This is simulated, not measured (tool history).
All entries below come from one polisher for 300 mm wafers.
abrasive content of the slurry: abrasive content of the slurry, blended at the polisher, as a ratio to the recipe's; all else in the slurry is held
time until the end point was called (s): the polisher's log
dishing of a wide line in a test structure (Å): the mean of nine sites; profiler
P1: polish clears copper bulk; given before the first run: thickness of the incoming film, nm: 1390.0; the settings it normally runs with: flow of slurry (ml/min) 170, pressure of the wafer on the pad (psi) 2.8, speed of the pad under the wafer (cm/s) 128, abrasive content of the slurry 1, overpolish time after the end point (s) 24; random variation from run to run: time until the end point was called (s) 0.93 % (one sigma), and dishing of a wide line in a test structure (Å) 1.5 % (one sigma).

| run | day | flow of slurry (ml/min) | pressure of the wafer on the pad (psi) | speed of the pad under the wafer (cm/s) | abrasive content of the slurry | overpolish time after the end point (s) | time until the end point was called (s) | dishing of a wide line in a test structure (Å) |
|---|---|---|---|---|---|---|---|---|
| 1 | 0.358 | 170 | 2.8 | 128 | 1 | 24 | 106.43 | 992.32 |
| 2 | 0.796 | 170 | 2.8 | 128 | 1 | 14 | 107.08 | 813.12 |
| 3 | 1.154 | 170 | 2.8 | 66 | 1 | 24 | 208.64 | 751.57 |
| 4 | 1.533 | 170 | 2.8 | 128 | 1 | 24 | 106.91 | 997.45 |
| 5 | 2.038 | 170 | 2.8 | 128 | 1.35 | 24 | 100.23 | 996.5 |
| 6 | 2.517 | 170 | 2.8 | 178 | 1.35 | 24 | 71.209 | 1030.9 |
| 7 | 3.021 | 170 | 2.8 | 128 | 1 | 39 | 106.85 | 1046.1 |
| 8 | 3.467 | 100 | 2.8 | 128 | 1 | 44 | 117.85 | 1088.2 |
| 9 | 3.904 | 230 | 2.8 | 128 | 1 | 24 | 103.49 | 987.53 |
| 10 | 4.412 | 170 | 2.8 | 128 | 1 | 24 | 108.63 | 967.54 |
| 11 | 4.825 | 170 | 2.8 | 128 | 1 | 24 | 104.84 | 979.7 |
| 12 | 5.079 | 170 | 1.3 | 128 | 1 | 24 | 229.6 | 613.89 |
| 13 | 5.517 | 170 | 2.8 | 192 | 1 | 24 | 70.981 | 1063 |
| 14 | 5.954 | 170 | 2.8 | 198 | 1 | 7 | 68.42 | 709.15 |
| 15 | 6.204 | 170 | 4.3 | 128 | 1 | 24 | 69.045 | 1172.8 |
| 16 | 6.438 | 170 | 2.8 | 128 | 0.6 | 24 | 120.07 | 944.1 |
| 17 | 6.717 | 100 | 2.8 | 128 | 1 | 24 | 117.15 | 974.31 |
| 18 | 7.121 | 170 | 2.8 | 128 | 1 | 24 | 108.85 | 994.05 |
| 19 | 7.475 | 170 | 2.8 | 128 | 1 | 24 | 106.87 | 1019.9 |
| 20 | 7.892 | 170 | 2.8 | 128 | 1 | 24 | 110.9 | 1000.9 |
| 21 | 8.354 | 170 | 2.8 | 128 | 1 | 24 | 114.67 | 988.7 |
| 22 | 8.688 | 170 | 2.8 | 128 | 1 | 24 | 114.22 | 981.2 |
|  | 8.912 | head pressure recalibrated |
| 23 | 8.992 | 170 | 2.8 | 128 | 1 | 24 | 113.1 | 966.45 |
|  | 9.229 | slurry blender recalibrated |
| 24 | 9.354 | 170 | 2.8 | 128 | 1 | 24 | 115.07 | 969.85 |
| 25 | 9.742 | 170 | 2.8 | 128 | 1 | 24 | 115.04 | 970.4 |
| 26 | 10.117 | 170 | 2.8 | 128 | 1 | 24 | 114.48 | 957.54 |
| 27 | 10.538 | 170 | 2.8 | 128 | 1 | 24 | 114.91 | 963.58 |
| 28 | 10.958 | 170 | 2.8 | 128 | 1 | 24 | 117.91 | 992.94 |

The log shows P1 creeping away from where it was. Any of the 2 causes listed here, at the size stated for it, fits the log just as well as the others:
A: removal rate lost through wear of the pad, % = 7.7
B: slurry flow missing at the pad, % = 34.7
The gradual shift began around day 7.475.
What rules out each remaining cause:
head's pressure below its setpoint, %: was serviced at day 8.912, once the creep was under way, yet the earlier output never came back
abrasive missing from the slurry, %: was serviced at day 9.229, once the creep was under way, yet the earlier output never came back

Of the 4 check runs below, each run on 5 wafers with the results averaged and each result still a question mark, which one would tell the listed causes apart?
| check 1 | 11.379 | 115 | 3.7 | 128 | 1 | 24 | ? | ? |
| check 2 | 11.379 | 170 | 2.8 | 80 | 1 | 24 | ? | ? |
| check 3 | 11.379 | 170 | 3.9 | 128 | 1 | 24 | ? | ? |
| check 4 | 11.379 | 170 | 2.1 | 128 | 1 | 24 | ? | ? |

What every check run would give for each of its results, assuming each possible cause in turn:
| check | result | if A | if B |
|---|---|---|---|
| check 1 | time until the end point was called (s) | 94.36 | 97.604 |
| check 1 | dishing of a wide line in a test structure (Å) | 1087.8 | 1079.1 |
| check 2 | time until the end point was called (s) | 185.57 | 185.6 |
| check 2 | dishing of a wide line in a test structure (Å) | 811.22 | 811.15 |
| check 3 | time until the end point was called (s) | 83.267 | 83.284 |
| check 3 | dishing of a wide line in a test structure (Å) | 1130 | 1129.9 |
| check 4 | time until the end point was called (s) | 154.64 | 154.67 |
| check 4 | dishing of a wide line in a test structure (Å) | 824.47 | 824.41 |
Per check, the gap between the least separated pair of causes, taken in the result that splits them most: check 1 3.38 %; check 2 0.02 %; check 3 0.02 %; check 4 0.02 %
The other checks would show nearly matching results whichever cause is true, so check 1 is the only one that separates the causes.

Here is what check 1 returned: time until the end point was called (s) 94.224; dishing of a wide line in a test structure (Å) 1086.2. Which cause is it?

The cause is A: removal rate lost through wear of the pad, %.

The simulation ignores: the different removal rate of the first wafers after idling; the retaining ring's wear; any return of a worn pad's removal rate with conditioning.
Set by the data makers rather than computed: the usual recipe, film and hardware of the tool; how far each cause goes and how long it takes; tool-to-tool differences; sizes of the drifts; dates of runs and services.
